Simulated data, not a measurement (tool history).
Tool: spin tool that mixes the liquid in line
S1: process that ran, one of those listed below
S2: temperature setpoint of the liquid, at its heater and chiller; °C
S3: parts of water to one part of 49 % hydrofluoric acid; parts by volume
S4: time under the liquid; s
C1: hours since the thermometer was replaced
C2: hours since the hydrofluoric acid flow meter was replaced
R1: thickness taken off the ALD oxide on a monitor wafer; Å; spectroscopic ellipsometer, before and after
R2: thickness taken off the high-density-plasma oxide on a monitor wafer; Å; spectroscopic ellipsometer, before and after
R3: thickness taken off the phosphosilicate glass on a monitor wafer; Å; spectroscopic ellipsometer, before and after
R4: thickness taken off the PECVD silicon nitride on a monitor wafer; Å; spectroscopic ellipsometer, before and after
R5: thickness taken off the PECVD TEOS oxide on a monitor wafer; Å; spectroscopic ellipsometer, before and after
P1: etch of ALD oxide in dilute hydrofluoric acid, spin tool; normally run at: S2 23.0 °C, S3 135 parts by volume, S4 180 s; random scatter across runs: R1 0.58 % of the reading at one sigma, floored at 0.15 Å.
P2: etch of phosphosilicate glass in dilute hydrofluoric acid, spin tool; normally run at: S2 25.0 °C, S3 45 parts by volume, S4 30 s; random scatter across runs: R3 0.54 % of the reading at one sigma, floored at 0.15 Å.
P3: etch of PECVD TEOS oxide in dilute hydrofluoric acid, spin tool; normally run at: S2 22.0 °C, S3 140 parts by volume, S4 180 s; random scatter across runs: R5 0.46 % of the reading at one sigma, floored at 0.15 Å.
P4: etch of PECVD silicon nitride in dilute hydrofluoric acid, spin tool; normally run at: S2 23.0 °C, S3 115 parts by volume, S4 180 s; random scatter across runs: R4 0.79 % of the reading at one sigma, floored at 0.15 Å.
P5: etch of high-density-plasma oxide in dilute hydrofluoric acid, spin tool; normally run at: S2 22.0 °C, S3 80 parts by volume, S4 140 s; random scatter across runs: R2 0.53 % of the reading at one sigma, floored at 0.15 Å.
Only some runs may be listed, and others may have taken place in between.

Run 1, hour 8.6: S1 P1, S2 23.0 °C, S3 135 parts by volume, S4 180 s; C1 937.5; C2 298.4. Result: R1 229.470 Å.
Run 2, hour 20.2: S1 P1, S2 17.0 °C, S3 135 parts by volume, S4 275 s; C1 949.1; C2 310.0. Result: R1 280.950 Å.
Run 3, hour 26.2: S1 P5, S2 22.0 °C, S3 80 parts by volume, S4 140 s; C1 955.1; C2 316.0. Result: R2 84.295 Å.
Run 4, hour 36.8: S1 P1, S2 23.0 °C, S3 135 parts by volume, S4 95 s; C1 965.7; C2 326.6. Result: R1 122.960 Å.
Run 5, hour 48.9: S1 P5, S2 22.0 °C, S3 80 parts by volume, S4 140 s; C1 977.8; C2 338.7. Result: R2 84.324 Å.
Run 6, hour 60.9: S1 P2, S2 32.0 °C, S3 45 parts by volume, S4 30 s; C1 989.8; C2 350.7. Result: R3 589.60 Å.
Run 7, hour 69.6: S1 P4, S2 23.0 °C, S3 115 parts by volume, S4 85 s; C1 998.5; C2 359.4. Result: R4 12.428 Å.
Run 8, hour 82.2: S1 P1, S2 23.0 °C, S3 135 parts by volume, S4 180 s; C1 1011.1; C2 372.0. Result: R1 235.250 Å.
Run 9, hour 95.1: S1 P1, S2 23.0 °C, S3 250 parts by volume, S4 180 s; C1 1024.0; C2 384.9. Result: R1 112.390 Å.
Run 10, hour 105.9: S1 P5, S2 17.0 °C, S3 80 parts by volume, S4 140 s; C1 1034.8; C2 395.7. Result: R2 67.970 Å.
Run 11, hour 116.4: S1 P1, S2 27.0 °C, S3 135 parts by volume, S4 180 s; C1 1045.3; C2 406.2. Result: R1 269.490 Å.
Run 12, hour 125.1: S1 P2, S2 25.0 °C, S3 45 parts by volume, S4 30 s; C1 1054.0; C2 414.9. Result: R3 450.22 Å.
Run 13, hour 136.1: S1 P1, S2 17.0 °C, S3 135 parts by volume, S4 180 s; C1 1065.0; C2 425.9. Result: R1 184.080 Å.
Run 14, hour 144.7: S1 P2, S2 25.0 °C, S3 70 parts by volume, S4 30 s; C1 1073.6; C2 434.5. Result: R3 277.55 Å.
Run 15, hour 151.7: S1 P2, S2 25.0 °C, S3 45 parts by volume, S4 15 s; C1 1080.6; C2 441.5. Result: R3 227.37 Å.
Run 16, hour 158.3: S1 P1, S2 23.0 °C, S3 75 parts by volume, S4 180 s; C1 1087.2; C2 448.1. Result: R1 449.270 Å.
Run 17, hour 169.9: S1 P1, S2 23.0 °C, S3 135 parts by volume, S4 285 s; C1 1098.8; C2 459.7. Result: R1 366.700 Å.
Run 18, hour 180.9: S1 P3, S2 22.0 °C, S3 140 parts by volume, S4 310 s; C1 1109.8; C2 470.7. Result: R5 168.110 Å.
Run 19, hour 193.0: S1 P2, S2 25.0 °C, S3 45 parts by volume, S4 30 s; C1 1121.9; C2 482.8. Result: R3 454.13 Å.
Run 20, hour 204.0: S1 P5, S2 22.0 °C, S3 80 parts by volume, S4 250 s; C1 1132.9; C2 493.8. Result: R2 149.710 Å.
Run 21, hour 215.3: S1 P3, S2 29.0 °C, S3 140 parts by volume, S4 180 s; C1 1144.2; C2 505.1. Result: R5 126.700 Å.
Run 22, hour 224.0: S1 P4, S2 28.5 °C, S3 115 parts by volume, S4 180 s; C1 1152.9; C2 513.8. Result: R4 37.845 Å.
Run 23, hour 234.8: S1 P1, S2 23.0 °C, S3 200 parts by volume, S4 65 s; C1 1163.7; C2 524.6. Result: R1 52.930 Å.
Run 24, hour 242.0: S1 P1, S2 23.0 °C, S3 135 parts by volume, S4 180 s; C1 1170.9; C2 531.8. Result: R1 233.660 Å.
Run 25, hour 254.3: S1 P3, S2 22.0 °C, S3 140 parts by volume, S4 180 s; C1 1183.2; C2 544.1. Result: R5 97.454 Å.
Run 26, hour 264.1: S1 P4, S2 23.0 °C, S3 115 parts by volume, S4 180 s; C1 1193.0; C2 553.9. Result: R4 26.489 Å.
Run 27, hour 271.3: S1 P4, S2 23.0 °C, S3 115 parts by volume, S4 180 s; C1 1200.2; C2 561.1. Result: R4 26.205 Å.
Run 28, hour 279.6: S1 P1, S2 23.0 °C, S3 135 parts by volume, S4 180 s; C1 1208.5; C2 569.4. Result: R1 233.370 Å.
Run 29, hour 291.0: S1 P1, S2 23.0 °C, S3 195 parts by volume, S4 95 s; C1 1219.9; C2 580.8. Result: R1 80.226 Å.
Run 30, hour 298.3: S1 P3, S2 22.0 °C, S3 70 parts by volume, S4 180 s; C1 1227.2; C2 588.1. Result: R5 210.990 Å.
At hour 308.2: hydrofluoric acid flow meter replaced.
Run 31, hour 310.2: S1 P1, S2 23.0 °C, S3 135 parts by volume, S4 180 s; C1 1239.1; C2 2.0. Result: R1 230.820 Å.
Run 32, hour 318.5: S1 P1, S2 23.0 °C, S3 135 parts by volume, S4 180 s; C1 1247.4; C2 10.3. Result: R1 232.490 Å.
Run 33, hour 328.5: S1 P4, S2 23.0 °C, S3 160 parts by volume, S4 180 s; C1 1257.4; C2 20.3. Result: R4 18.955 Å.
Run 34, hour 334.6: S1 P5, S2 22.0 °C, S3 145 parts by volume, S4 140 s; C1 1263.5; C2 26.4. Result: R2 43.378 Å.
Run 35, hour 346.6: S1 P1, S2 23.0 °C, S3 135 parts by volume, S4 180 s; C1 1275.5; C2 38.4. Result: R1 232.810 Å.
Run 36, hour 356.1: S1 P1, S2 23.0 °C, S3 135 parts by volume, S4 180 s; C1 1285.0; C2 47.9. Result: R1 227.750 Å.
Run 37, hour 362.9: S1 P1, S2 23.0 °C, S3 135 parts by volume, S4 180 s; C1 1291.8; C2 54.7. Result: R1 224.340 Å.
Run 38, hour 371.6: S1 P1, S2 23.0 °C, S3 135 parts by volume, S4 180 s; C1 1300.5; C2 63.4. Result: R1 221.410 Å.
Run 39, hour 379.7: S1 P1, S2 23.0 °C, S3 135 parts by volume, S4 180 s; C1 1308.6; C2 71.5. Result: R1 220.840 Å.
Run 40, hour 385.9: S1 P1, S2 23.0 °C, S3 135 parts by volume, S4 180 s; C1 1314.8; C2 77.7. Result: R1 218.820 Å.
Run 41, hour 392.0: S1 P1, S2 23.0 °C, S3 135 parts by volume, S4 180 s; C1 1320.9; C2 83.8. Result: R1 221.030 Å.
Run 42, hour 399.7: S1 P1, S2 23.0 °C, S3 135 parts by volume, S4 180 s; C1 1328.6; C2 91.5. Result: R1 218.370 Å.
Run 43, hour 405.3: S1 P1, S2 23.0 °C, S3 135 parts by volume, S4 180 s; C1 1334.2; C2 97.1. Result: R1 219.970 Å.
Run 44, hour 412.1: S1 P1, S2 23.0 °C, S3 135 parts by volume, S4 180 s; C1 1341.0; C2 103.9. Result: R1 216.400 Å.

What P1 gives has crept away from where it was. These 2 causes fit the log equally well, each at the size given:
A: hydrofluoric acid flow below the setpoint (%) = 4.99
B: liquid colder than its thermometer reads (K) = 1.51
At approximately hour 346.6, the process output began to creep.

The list below offers 4 check runs, each averaging the results of 2 wafers, and shows each result as a question mark. For which of them would the listed causes give clearly different results?
Run check 1, hour 418.9: S1 P2, S2 25.0 °C, S3 45 parts by volume, S4 30 s. Result: R3 ?.
Run check 2, hour 418.9: S1 P5, S2 22.0 °C, S3 80 parts by volume, S4 140 s. Result: R2 ?.
Run check 3, hour 418.9: S1 P3, S2 22.0 °C, S3 140 parts by volume, S4 180 s. Result: R5 ?.
Run check 4, hour 418.9: S1 P4, S2 23.0 °C, S3 115 parts by volume, S4 180 s. Result: R4 ?.

Check results expected under each cause:
  check  result    if A    if B
check 1      R3  426.95  423.58
check 2      R2  79.469  78.998
check 3      R5  91.800  91.756
check 4      R4  24.949  23.734
How far apart the two closest causes lie, in the result that separates them most: check 1 0.79 %; check 2 0.59 %; check 3 0.05 %; check 4 4.99 %
Of the check runs offered, only check 4 discriminates between the causes; the rest would read about the same regardless of which cause applies.

The results of check 4 are: R4 24.787 Å. Based on these, which of the listed causes is it?

It is A: hydrofluoric acid flow below the setpoint (%).
